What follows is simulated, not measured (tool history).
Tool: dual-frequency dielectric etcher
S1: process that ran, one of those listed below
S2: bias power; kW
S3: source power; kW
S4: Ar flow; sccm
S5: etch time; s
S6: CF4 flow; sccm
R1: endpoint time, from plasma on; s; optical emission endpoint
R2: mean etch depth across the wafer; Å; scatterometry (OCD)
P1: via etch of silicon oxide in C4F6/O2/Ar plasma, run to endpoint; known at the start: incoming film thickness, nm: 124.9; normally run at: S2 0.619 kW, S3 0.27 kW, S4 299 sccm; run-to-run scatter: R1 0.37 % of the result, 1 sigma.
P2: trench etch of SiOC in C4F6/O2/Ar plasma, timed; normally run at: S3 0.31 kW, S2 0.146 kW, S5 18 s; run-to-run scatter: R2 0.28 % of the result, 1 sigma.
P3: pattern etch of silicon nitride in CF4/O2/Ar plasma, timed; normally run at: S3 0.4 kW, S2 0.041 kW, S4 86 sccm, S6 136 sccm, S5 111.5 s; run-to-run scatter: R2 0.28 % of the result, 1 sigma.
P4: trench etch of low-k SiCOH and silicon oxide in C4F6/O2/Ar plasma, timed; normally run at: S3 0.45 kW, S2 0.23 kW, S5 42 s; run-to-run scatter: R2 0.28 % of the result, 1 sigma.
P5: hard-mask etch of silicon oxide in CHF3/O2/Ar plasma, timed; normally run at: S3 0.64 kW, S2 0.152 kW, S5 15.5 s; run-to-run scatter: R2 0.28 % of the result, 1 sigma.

Run 1, hour 4.2: S1 P1, S2 0.619 kW, S3 0.27 kW, S4 299 sccm. Result: R1 29.65 s.
Run 2, hour 11.4: S1 P1, S2 0.619 kW, S3 0.27 kW, S4 299 sccm. Result: R1 29.806 s.
Run 3, hour 16.9: S1 P1, S2 0.619 kW, S3 0.27 kW, S4 299 sccm. Result: R1 29.748 s.
Run 4, hour 24.4: S1 P5, S2 0.184 kW, S3 0.64 kW, S5 15.5 s. Result: R2 313.68 Å.
Run 5, hour 32.3: S1 P4, S2 0.23 kW, S3 0.59 kW, S5 42 s. Result: R2 1781.6 Å.
Run 6, hour 39.8: S1 P1, S2 0.719 kW, S3 0.27 kW, S4 241 sccm. Result: R1 27.349 s.
Run 7, hour 45.4: S1 P1, S2 0.619 kW, S3 0.27 kW, S4 299 sccm. Result: R1 29.668 s.
At hour 47.7: bias power generator calibrated.
Run 8, hour 52.1: S1 P1, S2 0.619 kW, S3 0.27 kW, S4 383 sccm. Result: R1 30.484 s.
Run 9, hour 56.4: S1 P3, S2 0.041 kW, S3 0.4 kW, S4 115 sccm, S5 111.5 s, S6 136 sccm. Result: R2 1703.3 Å.
Run 10, hour 63.7: S1 P3, S2 0.041 kW, S3 0.4 kW, S4 86 sccm, S5 111.5 s, S6 104 sccm. Result: R2 1700.2 Å.
Run 11, hour 68.4: S1 P2, S2 0.146 kW, S3 0.31 kW, S5 18 s. Result: R2 317.47 Å.
Run 12, hour 74.1: S1 P1, S2 0.876 kW, S3 0.27 kW, S4 299 sccm. Result: R1 25.584 s.
Run 13, hour 79.5: S1 P3, S2 0.041 kW, S3 0.4 kW, S4 86 sccm, S5 111.5 s, S6 136 sccm. Result: R2 1748.7 Å.
Run 14, hour 86.5: S1 P5, S2 0.152 kW, S3 0.64 kW, S5 23 s. Result: R2 438.59 Å.
Run 15, hour 91.8: S1 P3, S2 0.041 kW, S3 0.4 kW, S4 86 sccm, S5 143 s, S6 136 sccm. Result: R2 2234.2 Å.
Run 16, hour 95.9: S1 P3, S2 0.041 kW, S3 0.29 kW, S4 86 sccm, S5 111.5 s, S6 136 sccm. Result: R2 1319.3 Å.
Run 17, hour 103.2: S1 P1, S2 0.619 kW, S3 0.35 kW, S4 299 sccm. Result: R1 27.102 s.
Run 18, hour 109.4: S1 P1, S2 0.619 kW, S3 0.27 kW, S4 299 sccm. Result: R1 29.631 s.
Run 19, hour 113.5: S1 P2, S2 0.094 kW, S3 0.31 kW, S5 18 s. Result: R2 279.49 Å.
Run 20, hour 118.7: S1 P2, S2 0.146 kW, S3 0.31 kW, S5 18 s. Result: R2 315.84 Å.
Run 21, hour 124.8: S1 P3, S2 0.05 kW, S3 0.4 kW, S4 86 sccm, S5 111.5 s, S6 136 sccm. Result: R2 1878.3 Å.
Run 22, hour 131: S1 P2, S2 0.146 kW, S3 0.31 kW, S5 26.5 s. Result: R2 470.35 Å.
Run 23, hour 135.2: S1 P4, S2 0.23 kW, S3 0.45 kW, S5 42 s. Result: R2 1593.7 Å.
Run 24, hour 141.1: S1 P2, S2 0.146 kW, S3 0.18 kW, S5 18 s. Result: R2 257.89 Å.
Run 25, hour 146: S1 P1, S2 0.619 kW, S3 0.27 kW, S4 299 sccm. Result: R1 29.641 s.
Run 26, hour 152.9: S1 P5, S2 0.152 kW, S3 0.64 kW, S5 15.5 s. Result: R2 293.16 Å.
Run 27, hour 160.4: S1 P5, S2 0.152 kW, S3 0.44 kW, S5 15.5 s. Result: R2 255.22 Å.
Run 28, hour 168.5: S1 P1, S2 0.428 kW, S3 0.27 kW, S4 299 sccm. Result: R1 34.149 s.
Run 29, hour 175.1: S1 P1, S2 0.619 kW, S3 0.27 kW, S4 203 sccm. Result: R1 28.54 s.
Run 30, hour 179.4: S1 P4, S2 0.23 kW, S3 0.45 kW, S5 42 s. Result: R2 1603.4 Å.
Run 31, hour 184.9: S1 P4, S2 0.133 kW, S3 0.45 kW, S5 42 s. Result: R2 1347 Å.
Run 32, hour 192.8: S1 P1, S2 0.619 kW, S3 0.18 kW, S4 299 sccm. Result: R1 34.363 s.
Run 33, hour 199.1: S1 P3, S2 0.041 kW, S3 0.4 kW, S4 86 sccm, S5 111.5 s, S6 136 sccm. Result: R2 1747.9 Å.
Run 34, hour 205.7: S1 P4, S2 0.23 kW, S3 0.45 kW, S5 23 s. Result: R2 875.72 Å.
Run 35, hour 213.6: S1 P1, S2 0.619 kW, S3 0.27 kW, S4 299 sccm. Result: R1 29.602 s.
Run 36, hour 220.4: S1 P1, S2 0.619 kW, S3 0.27 kW, S4 299 sccm. Result: R1 30.074 s.
Run 37, hour 225.4: S1 P1, S2 0.619 kW, S3 0.27 kW, S4 299 sccm. Result: R1 29.936 s.
Run 38, hour 229.5: S1 P1, S2 0.619 kW, S3 0.27 kW, S4 299 sccm. Result: R1 30.029 s.
Run 39, hour 237.2: S1 P1, S2 0.619 kW, S3 0.27 kW, S4 299 sccm. Result: R1 30.171 s.
Run 40, hour 243: S1 P1, S2 0.619 kW, S3 0.27 kW, S4 299 sccm. Result: R1 30.15 s.
At hour 244.8: wet clean of the chamber.
Run 41, hour 249.2: S1 P1, S2 0.619 kW, S3 0.27 kW, S4 299 sccm. Result: R1 30.138 s.
Run 42, hour 256.6: S1 P1, S2 0.619 kW, S3 0.27 kW, S4 299 sccm. Result: R1 30.361 s.

What P1 gives has crept away from where it was. These 2 causes fit the log equally well, each at the size given:
A: source power that arrives under what is set, % = 4.91
B: bias power that arrives under what is set, % = 4.58
The creep began at about hour 213.6.
Why every other cause is out:
chamber walls in a state that lowers the etch rate, %: serviced at hour 244.8, which brought nothing back
Ar flow that arrives over what is set, %: at most 8, which would move R1 by +0.9 %: too little, or the wrong way

4 check runs are offered, one wafer each, their results left as question marks. Which one tells the causes apart?
Run check 1, hour 264: S1 P2, S2 0.099 kW, S3 0.2 kW, S5 18 s. Result: R2 ?.
Run check 2, hour 264: S1 P5, S2 0.152 kW, S3 0.46 kW, S5 21 s. Result: R2 ?.
Run check 3, hour 264: S1 P3, S2 0.041 kW, S3 0.4 kW, S4 114 sccm, S5 111.5 s, S6 136 sccm. Result: R2 ?.
Run check 4, hour 264: S1 P4, S2 0.148 kW, S3 0.45 kW, S5 32 s. Result: R2 ?.

What each check would give under each cause:
  check  result    if A    if B
check 1      R2   233.4  234.91
check 2      R2  344.04  345.38
check 3      R2    1621  1666.3
check 4      R2  1040.2  1046.4
How far apart the two closest causes lie, in the result that separates them most: check 1 0.65 %; check 2 0.39 %; check 3 2.75 %; check 4 0.59 %
Check 3 tells the causes apart: in the others they would give nearly the same result.

Check 3 was then run and gave: R2 1668.5 Å. Which cause is it?

It is B: bias power that arrives under what is set, %.
